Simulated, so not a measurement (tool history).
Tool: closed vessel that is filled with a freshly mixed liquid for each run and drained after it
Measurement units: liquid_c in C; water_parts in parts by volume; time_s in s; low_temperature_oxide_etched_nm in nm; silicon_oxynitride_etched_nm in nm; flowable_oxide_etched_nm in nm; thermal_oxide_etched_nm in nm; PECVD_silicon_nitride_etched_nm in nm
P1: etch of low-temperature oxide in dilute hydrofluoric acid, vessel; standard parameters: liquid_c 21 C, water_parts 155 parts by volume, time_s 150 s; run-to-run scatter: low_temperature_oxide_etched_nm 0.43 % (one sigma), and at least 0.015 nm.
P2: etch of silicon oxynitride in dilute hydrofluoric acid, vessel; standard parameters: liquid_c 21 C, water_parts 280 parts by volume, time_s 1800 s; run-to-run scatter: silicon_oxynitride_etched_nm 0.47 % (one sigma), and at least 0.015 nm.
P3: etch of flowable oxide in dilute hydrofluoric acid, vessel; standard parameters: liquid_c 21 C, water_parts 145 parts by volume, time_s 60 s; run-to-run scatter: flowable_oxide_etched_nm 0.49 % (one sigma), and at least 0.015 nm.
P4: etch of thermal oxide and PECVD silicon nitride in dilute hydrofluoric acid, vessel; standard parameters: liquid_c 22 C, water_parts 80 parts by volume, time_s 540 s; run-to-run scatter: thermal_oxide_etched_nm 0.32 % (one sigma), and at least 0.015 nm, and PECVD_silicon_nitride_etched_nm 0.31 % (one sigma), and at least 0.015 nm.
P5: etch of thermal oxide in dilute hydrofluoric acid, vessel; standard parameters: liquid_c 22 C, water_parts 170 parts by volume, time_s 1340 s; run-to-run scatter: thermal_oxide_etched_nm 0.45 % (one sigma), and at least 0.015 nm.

run	hour	process	liquid_c	water_parts	time_s	hours since the thermometer was replaced	hours since the hydrofluoric acid flow meter was replaced	low_temperature_oxide_etched_nm	silicon_oxynitride_etched_nm	flowable_oxide_etched_nm	thermal_oxide_etched_nm	PECVD_silicon_nitride_etched_nm
1	7.9	P1	21	155	150	669	1466	16.349				
2	16.6	P1	21	155	150	677.7	1474.7	16.284				
3	25.8	P1	21	30	150	686.9	1483.9	97.326				
4	40.1	P2	21	280	1800	701.2	1498.2		10.33			
5	50.5	P1	21	155	150	711.6	1508.6	16.274				
6	66	P1	21	245	150	727.1	1524.1	9.3691				
7	76.9	P1	21	155	260	738	1535	28.231				
8	84.1	P1	21	155	30	745.2	1542.2	3.2508				
9	91.5	P3	21	145	95	752.6	1549.6			21.795		
10	104.7	P4	22	80	540	765.8	1562.8				30.288	18.096
11	119.7	P4	22	80	110	780.8	1577.8				6.1983	3.6924
12	129.8	P1	21	155	150	790.9	1587.9	16.278				
13	137.6	P1	21	155	150	798.7	1595.7	16.403				
14	145.5	P5	22	170	1340	806.6	1603.6				30.597	
15	153.7	P1	21	155	150	814.8	1611.8	16.329				
16	168.4	P3	21	145	60	829.5	1626.5			13.608		
17	177.1	P4	18.5	80	540	838.2	1635.2				26.131	14.214
18	188.6	P3	17	145	60	849.7	1646.7			11.781		
19	196.9	P4	22	35	540	858	1655				72.984	40.526
20	206.7	P5	22	170	1340	867.8	1664.8				30.485	
21	220.6	P3	21	230	60	881.7	1678.7			7.9421		
22	232.6	P5	22	85	1340	893.7	1690.7				67.356	
23	247	P2	21	450	1800	908.1	1705.1		5.8339			
24	259.8	P5	28	170	1340	920.9	1717.9				38.111	
25	272.2	P5	22	170	425	933.3	1730.3				9.6557	
26	282.7	P2	17	280	1800	943.8	1740.8		8.6149			
27	291.8	P1	25.5	155	150	952.9	1749.9	19.398				
28	307.6	P1	17	155	150	968.7	1765.7	13.866				
29	319.5	P2	21	280	2955	980.6	1777.6		17.053			
30	326.9	P4	22	80	540	988	1785				30.443	18.04
31	342.9	P1	27.5	155	50	1004	1801	6.9766				
32	353.9	P1	21	155	150	1015	1812	16.29				
33	366.5	P1	21	155	150	1027.6	1824.6	15.569				
34	378.1	P1	21	155	150	1039.2	1836.2	15.189				
35	392	P1	21	155	150	1053.1	1850.1	14.994				
36	405.8	P1	21	155	150	1066.9	1863.9	14.931				
37	415.2	P1	21	155	150	1076.3	1873.3	14.903				
38	428.1	P1	21	155	150	1089.2	1886.2	14.861				

P1 no longer gives what it gave before; its output has crept away from where it was. The following 2 causes, each at its listed size, fit the log equally well:
A: hydrofluoric acid flow below the setpoint (%) = 7.65
B: liquid colder than its thermometer reads (K) = 2.35
Onset of the creep was near hour 353.9.

Listed below are the offered check runs, one wafer per run, with question marks in place of results. For which of them would the causes give clearly different outcomes?
check 1	441	P5	22	170	1340						?	
check 2	441	P4	22	80	540						?	?
check 3	441	P3	21	145	60					?		
check 4	441	P2	21	280	1800				?			

What every check run would give for each of its results, assuming each possible cause in turn:
check	result	if A	if B
check 1	thermal_oxide_etched_nm	27.769	27.848
check 2	thermal_oxide_etched_nm	27.733	27.47
check 2	PECVD_silicon_nitride_etched_nm	16.681	15.366
check 3	flowable_oxide_etched_nm	12.512	12.492
check 4	silicon_oxynitride_etched_nm	9.4223	9.3164
How far apart the two closest causes lie, in the result that separates them most: check 1 0.28 %; check 2 8.21 %; check 3 0.16 %; check 4 1.13 %
Only check 2 tells the causes apart: in the others they would give nearly the same result.

Here is what check 2 returned: thermal_oxide_etched_nm 27.692 nm; PECVD_silicon_nitride_etched_nm 16.671 nm. Which cause is it?

It is A: hydrofluoric acid flow below the setpoint (%).
